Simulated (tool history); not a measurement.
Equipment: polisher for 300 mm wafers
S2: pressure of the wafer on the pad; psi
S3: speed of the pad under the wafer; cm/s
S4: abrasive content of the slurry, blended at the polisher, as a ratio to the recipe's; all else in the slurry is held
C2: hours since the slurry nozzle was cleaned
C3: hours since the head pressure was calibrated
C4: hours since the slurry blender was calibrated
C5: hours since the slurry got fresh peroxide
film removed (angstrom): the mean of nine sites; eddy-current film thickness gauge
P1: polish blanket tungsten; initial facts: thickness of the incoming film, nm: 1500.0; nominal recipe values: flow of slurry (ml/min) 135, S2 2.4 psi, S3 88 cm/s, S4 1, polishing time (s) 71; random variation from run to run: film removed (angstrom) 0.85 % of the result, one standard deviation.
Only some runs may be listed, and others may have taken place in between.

run 1 hour=6.4 | flow_of_slurry_(ml/min)=135 S2=2.4 S3=88 S4=1 polishing_time_(s)=71 | wafers_polished_on_this_pad=332 C2=190.1 C3=246.3 C4=184.4 C5=41.8 | film_removed_(angstrom)=1964.9
run 2 hour=13.9 | flow_of_slurry_(ml/min)=135 S2=2.4 S3=88 S4=1 polishing_time_(s)=32 | wafers_polished_on_this_pad=376 C2=197.6 C3=253.8 C4=191.9 C5=49.3 | film_removed_(angstrom)=895.71
run 3 hour=19.8 | flow_of_slurry_(ml/min)=135 S2=1.5 S3=88 S4=1 polishing_time_(s)=71 | wafers_polished_on_this_pad=411 C2=203.5 C3=259.7 C4=197.8 C5=55.2 | film_removed_(angstrom)=1233.7
-- hour=24.3 slurry blender recalibrated
run 4 hour=27.9 | flow_of_slurry_(ml/min)=135 S2=2.4 S3=88 S4=1 polishing_time_(s)=71 | wafers_polished_on_this_pad=459 C2=211.6 C3=267.8 C4=3.6 C5=63.3 | film_removed_(angstrom)=1968.1
run 5 hour=35.4 | flow_of_slurry_(ml/min)=135 S2=2.4 S3=88 S4=1 polishing_time_(s)=71 | wafers_polished_on_this_pad=503 C2=219.1 C3=275.3 C4=11.1 C5=70.8 | film_removed_(angstrom)=1978.2
run 6 hour=43.1 | flow_of_slurry_(ml/min)=90 S2=2.4 S3=88 S4=1 polishing_time_(s)=71 | wafers_polished_on_this_pad=549 C2=226.8 C3=283 C4=18.8 C5=78.5 | film_removed_(angstrom)=1792.3
run 7 hour=51 | flow_of_slurry_(ml/min)=135 S2=3.3 S3=88 S4=1 polishing_time_(s)=71 | wafers_polished_on_this_pad=595 C2=234.7 C3=290.9 C4=26.7 C5=86.4 | film_removed_(angstrom)=2727.8
run 8 hour=58.7 | flow_of_slurry_(ml/min)=135 S2=2.4 S3=42 S4=1 polishing_time_(s)=71 | wafers_polished_on_this_pad=641 C2=242.4 C3=298.6 C4=34.4 C5=94.1 | film_removed_(angstrom)=942.06
run 9 hour=63.1 | flow_of_slurry_(ml/min)=135 S2=1.5 S3=88 S4=1.4 polishing_time_(s)=71 | wafers_polished_on_this_pad=667 C2=246.8 C3=303 C4=38.8 C5=98.5 | film_removed_(angstrom)=1308.9
run 10 hour=67.1 | flow_of_slurry_(ml/min)=135 S2=2.4 S3=88 S4=1 polishing_time_(s)=71 | wafers_polished_on_this_pad=690 C2=250.8 C3=307 C4=42.8 C5=102.5 | film_removed_(angstrom)=1983.4
run 11 hour=75.8 | flow_of_slurry_(ml/min)=135 S2=2.4 S3=88 S4=1.45 polishing_time_(s)=71 | wafers_polished_on_this_pad=742 C2=259.5 C3=315.7 C4=51.5 C5=111.2 | film_removed_(angstrom)=2161.2
run 12 hour=81.1 | flow_of_slurry_(ml/min)=135 S2=2.4 S3=88 S4=1 polishing_time_(s)=101 | wafers_polished_on_this_pad=773 C2=264.8 C3=321 C4=56.8 C5=116.5 | film_removed_(angstrom)=2789.6
run 13 hour=85.8 | flow_of_slurry_(ml/min)=170 S2=2.4 S3=88 S4=1 polishing_time_(s)=71 | wafers_polished_on_this_pad=801 C2=269.5 C3=325.7 C4=61.5 C5=121.2 | film_removed_(angstrom)=2069.2
run 14 hour=93.8 | flow_of_slurry_(ml/min)=135 S2=2.4 S3=134 S4=1 polishing_time_(s)=71 | wafers_polished_on_this_pad=848 C2=277.5 C3=333.7 C4=69.5 C5=129.2 | film_removed_(angstrom)=3019.7
run 15 hour=98.5 | flow_of_slurry_(ml/min)=180 S2=2.4 S3=88 S4=1 polishing_time_(s)=44 | wafers_polished_on_this_pad=876 C2=282.2 C3=338.4 C4=74.2 C5=133.9 | film_removed_(angstrom)=1268.8
run 16 hour=106.1 | flow_of_slurry_(ml/min)=135 S2=2.4 S3=88 S4=0.65 polishing_time_(s)=71 | wafers_polished_on_this_pad=921 C2=289.8 C3=346 C4=81.8 C5=141.5 | film_removed_(angstrom)=1754.3
run 17 hour=111.3 | flow_of_slurry_(ml/min)=135 S2=2.4 S3=88 S4=1 polishing_time_(s)=71 | wafers_polished_on_this_pad=952 C2=295 C3=351.2 C4=87 C5=146.7 | film_removed_(angstrom)=1975.8
run 18 hour=116.4 | flow_of_slurry_(ml/min)=135 S2=2.4 S3=88 S4=1 polishing_time_(s)=71 | wafers_polished_on_this_pad=982 C2=300.1 C3=356.3 C4=92.1 C5=151.8 | film_removed_(angstrom)=1917.6
run 19 hour=123.9 | flow_of_slurry_(ml/min)=135 S2=2.4 S3=88 S4=1 polishing_time_(s)=71 | wafers_polished_on_this_pad=1026 C2=307.6 C3=363.8 C4=99.6 C5=159.3 | film_removed_(angstrom)=1834
run 20 hour=128.7 | flow_of_slurry_(ml/min)=135 S2=2.4 S3=88 S4=1 polishing_time_(s)=71 | wafers_polished_on_this_pad=1055 C2=312.4 C3=368.6 C4=104.4 C5=164.1 | film_removed_(angstrom)=1828.2
run 21 hour=135.9 | flow_of_slurry_(ml/min)=135 S2=2.4 S3=88 S4=1 polishing_time_(s)=71 | wafers_polished_on_this_pad=1097 C2=319.6 C3=375.8 C4=111.6 C5=171.3 | film_removed_(angstrom)=1814.5
-- hour=138.9 slurry blender recalibrated
-- hour=141.8 slurry tank refilled with fresh slurry and peroxide
run 22 hour=142.5 | flow_of_slurry_(ml/min)=135 S2=2.4 S3=88 S4=1 polishing_time_(s)=71 | wafers_polished_on_this_pad=1136 C2=326.2 C3=382.4 C4=3.7 C5=0.8 | film_removed_(angstrom)=1788.5
run 23 hour=150.8 | flow_of_slurry_(ml/min)=135 S2=2.4 S3=88 S4=1 polishing_time_(s)=71 | wafers_polished_on_this_pad=1185 C2=334.5 C3=390.7 C4=12 C5=9.1 | film_removed_(angstrom)=1770.8
-- hour=151.4 worn pad replaced by a new one
run 24 hour=154.8 | flow_of_slurry_(ml/min)=135 S2=2.4 S3=88 S4=1 polishing_time_(s)=71 | wafers_polished_on_this_pad=20 C2=338.5 C3=394.7 C4=16 C5=13.1 | film_removed_(angstrom)=1781.3
run 25 hour=159.2 | flow_of_slurry_(ml/min)=135 S2=2.4 S3=88 S4=1 polishing_time_(s)=71 | wafers_polished_on_this_pad=46 C2=342.9 C3=399.1 C4=20.4 C5=17.5 | film_removed_(angstrom)=1755.7
run 26 hour=165.2 | flow_of_slurry_(ml/min)=135 S2=2.4 S3=88 S4=1 polishing_time_(s)=71 | wafers_polished_on_this_pad=81 C2=348.9 C3=405.1 C4=26.4 C5=23.5 | film_removed_(angstrom)=1768.2
run 27 hour=171.5 | flow_of_slurry_(ml/min)=135 S2=2.4 S3=88 S4=1 polishing_time_(s)=71 | wafers_polished_on_this_pad=119 C2=355.2 C3=411.4 C4=32.7 C5=29.8 | film_removed_(angstrom)=1736.6

What P1 gives has crept off from where it sat before. The 2 causes that follow fit the log equally well, each at the size noted:
A: slurry flow missing at the pad, % = 40
B: head's pressure below its setpoint, % = 11.6
The onset of the drift is placed at about hour 111.3.
Ruled out, with reasons:
removal rate lost through wear of the pad, %: serviced after onset, at hour 151.4, with no recovery of the prior output
abrasive missing from the slurry, %: serviced after onset, at hour 138.9, with no recovery of the prior output
peroxide lost from the slurry, %: serviced after onset, at hour 141.8, with no recovery of the prior output

Consider the 4 check runs below, whose results appear as question marks and each of which averages 2 wafers. Which one distinguishes the causes, in that each cause would give it a clearly different result?
run check 1 hour=177.8 | flow_of_slurry_(ml/min)=135 S2=2.4 S3=56 S4=1 polishing_time_(s)=94 | film_removed_(angstrom)=?
run check 2 hour=177.8 | flow_of_slurry_(ml/min)=135 S2=2.4 S3=88 S4=1.4 polishing_time_(s)=71 | film_removed_(angstrom)=?
run check 3 hour=177.8 | flow_of_slurry_(ml/min)=135 S2=2.4 S3=128 S4=1 polishing_time_(s)=33 | film_removed_(angstrom)=?
run check 4 hour=177.8 | flow_of_slurry_(ml/min)=95 S2=2.4 S3=88 S4=1 polishing_time_(s)=71 | film_removed_(angstrom)=?

What every check run would give for each of its results, assuming each possible cause in turn:
check=check_1 result=film_removed_(angstrom) if_A=1468.8 if_B=1468.2
check=check_2 result=film_removed_(angstrom) if_A=1890.2 if_B=1889.5
check=check_3 result=film_removed_(angstrom) if_A=1178.6 if_B=1178.2
check=check_4 result=film_removed_(angstrom) if_A=1543.4 if_B=1611.2
Smallest distance between any two causes, each pair judged by its most separating result, in per cent: check 1 0.04 %; check 2 0.04 %; check 3 0.04 %; check 4 4.3 %
Check 4 distinguishes between the causes, while the remaining checks would return nearly the same result for all of them.

Here is what check 4 returned: film removed (angstrom) 1535.3. Which cause is it?

A is the cause: slurry flow missing at the pad, %.

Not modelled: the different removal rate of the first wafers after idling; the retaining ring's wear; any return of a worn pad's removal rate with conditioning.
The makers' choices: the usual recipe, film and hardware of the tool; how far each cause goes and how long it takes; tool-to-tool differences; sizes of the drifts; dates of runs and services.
